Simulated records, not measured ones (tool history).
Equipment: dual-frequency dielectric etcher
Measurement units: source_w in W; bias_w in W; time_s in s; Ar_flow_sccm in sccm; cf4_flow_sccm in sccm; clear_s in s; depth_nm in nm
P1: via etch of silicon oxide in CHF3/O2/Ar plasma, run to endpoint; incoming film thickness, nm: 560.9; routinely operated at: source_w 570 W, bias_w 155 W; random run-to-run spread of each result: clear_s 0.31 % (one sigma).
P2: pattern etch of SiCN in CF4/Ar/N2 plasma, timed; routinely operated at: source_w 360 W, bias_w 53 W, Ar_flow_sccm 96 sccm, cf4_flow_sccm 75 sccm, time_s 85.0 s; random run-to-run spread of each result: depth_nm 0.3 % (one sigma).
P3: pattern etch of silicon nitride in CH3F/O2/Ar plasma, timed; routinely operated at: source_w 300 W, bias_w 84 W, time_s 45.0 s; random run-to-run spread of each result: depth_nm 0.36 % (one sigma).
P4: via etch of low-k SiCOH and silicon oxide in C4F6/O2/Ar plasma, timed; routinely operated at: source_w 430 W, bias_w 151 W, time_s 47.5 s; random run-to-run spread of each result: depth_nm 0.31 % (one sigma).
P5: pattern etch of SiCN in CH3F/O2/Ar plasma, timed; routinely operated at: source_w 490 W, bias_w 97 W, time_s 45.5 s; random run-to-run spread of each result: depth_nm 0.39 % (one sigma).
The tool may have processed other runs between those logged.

run	hour	process	source_w	bias_w	time_s	Ar_flow_sccm	cf4_flow_sccm	hours since the last wet clean	hours since the last source power generator calibration	hours since the last bias power generator calibration	clear_s	depth_nm
1	15.5	P1	570	155				304.0	1274.6	459.4	309.26	
2	30.2	P5	320	97	45.5			318.7	1289.3	474.1		17.367
3	42.8	P1	570	125				331.3	1301.9	486.7	329.96	
4	53.2	P1	570	155				341.7	1312.3	497.1	308.10	
5	68.4	P1	570	155				356.9	1327.5	512.3	308.28	
6	79.9	P3	300	84	45.0			368.4	1339.0	523.8		30.044
7	93.5	P3	300	84	45.0			382.0	1352.6	537.4		30.384
8	102.4	P2	360	53	85.0	96	75	390.9	1361.5	546.3		57.400
9	115.5	P1	570	155				404.0	1374.6	559.4	310.02	
10	130.7	P4	430	151	34.0			419.2	1389.8	574.6		84.897
11	139.7	P1	350	155				428.2	1398.8	583.6	372.37	
12	150.3	P1	680	191				438.8	1409.4	594.2	269.25	
13	158.2	P5	490	97	60.0			446.7	1417.3	602.1		26.703
14	171.6	P2	360	53	85.0	96	107	460.1	1430.7	615.5		60.213
15	184.2	P1	570	209				472.7	1443.3	628.1	278.40	
16	198.4	P1	570	155				486.9	1457.5	642.3	307.67	
17	214.6	P2	360	53	118.0	96	75	503.1	1473.7	658.5		79.338
18	223.4	P5	490	66	45.5			511.9	1482.5	667.3		17.638
19	230.9	P1	570	155				519.4	1490.0	674.8	307.22	
# hour 232.2: bias power generator calibrated
20	242.8	P4	430	95	47.5			531.3	1501.9	10.6		104.010
21	256.3	P2	360	64	85.0	96	75	544.8	1515.4	24.1		60.743
22	264.8	P2	500	53	85.0	96	75	553.3	1523.9	32.6		76.506
23	275.0	P4	530	151	47.5			563.5	1534.1	42.8		128.570
24	288.4	P4	430	151	47.5			576.9	1547.5	56.2		118.560
25	303.6	P5	490	97	45.5			592.1	1562.7	71.4		20.164
26	320.1	P3	170	84	45.0			608.6	1579.2	87.9		24.623
27	333.1	P2	360	53	85.0	75	75	621.6	1592.2	100.9		59.376
28	348.3	P3	300	84	28.5			636.8	1607.4	116.1		19.176
29	360.3	P3	300	118	45.0			648.8	1619.4	128.1		34.497
30	375.6	P1	760	155				664.1	1634.7	143.4	276.62	
31	385.5	P1	570	155				674.0	1644.6	153.3	309.80	
32	395.2	P1	570	155				683.7	1654.3	163.0	305.13	
33	410.9	P1	570	155				699.4	1670.0	178.7	305.31	
34	419.0	P1	570	155				707.5	1678.1	186.8	305.06	
35	429.8	P1	570	155				718.3	1688.9	197.6	304.27	
36	437.9	P1	570	155				726.4	1697.0	205.7	304.80	
37	450.7	P1	570	155				739.2	1709.8	218.5	304.58	
# hour 460.3: wet clean of the chamber
38	463.4	P1	570	155				3.1	1722.5	231.2	302.75	
39	472.8	P1	570	155				12.5	1731.9	240.6	303.71	
40	488.1	P1	570	155				27.8	1747.2	255.9	304.09	

What P1 gives has crept away from where it was. These 2 causes fit the log equally well, each at the size given:
A: bias power that arrives over what is set, % = 4.88
B: source power that arrives over what is set, % = 4.14
The process output started creeping at around hour 385.5.
Why every other cause is out:
chamber walls in a state that raises the etch rate, %: its service at hour 460.3 followed the start of the drift and did not put the process back to its old value

Below are 4 check runs, each on a single wafer, with their results shown as question marks. Which of them would tell the listed causes apart, meaning the causes would give clearly different results under it?
check 1	503.4	P2	460	53	117.0	96	75					?
check 2	503.4	P5	390	97	45.5							?
check 3	503.4	P4	430	97	47.5							?
check 4	503.4	P3	180	84	45.0							?

Predicted outcomes, by check and by cause:
check	result	if A	if B
check 1	depth_nm	99.346	101.440
check 2	depth_nm	18.949	18.893
check 3	depth_nm	106.040	106.420
check 4	depth_nm	25.515	25.441
Separation of the two closest causes in each check, using whichever result separates them best: check 1 2.08 %; check 2 0.3 %; check 3 0.36 %; check 4 0.29 %
Only in check 1 would the causes give clearly different results; in the remaining checks their results would be nearly the same.

Running check 1 produced the following: depth_nm 99.353 nm. Which one of the listed causes fits?

The cause is A: bias power that arrives over what is set, %.
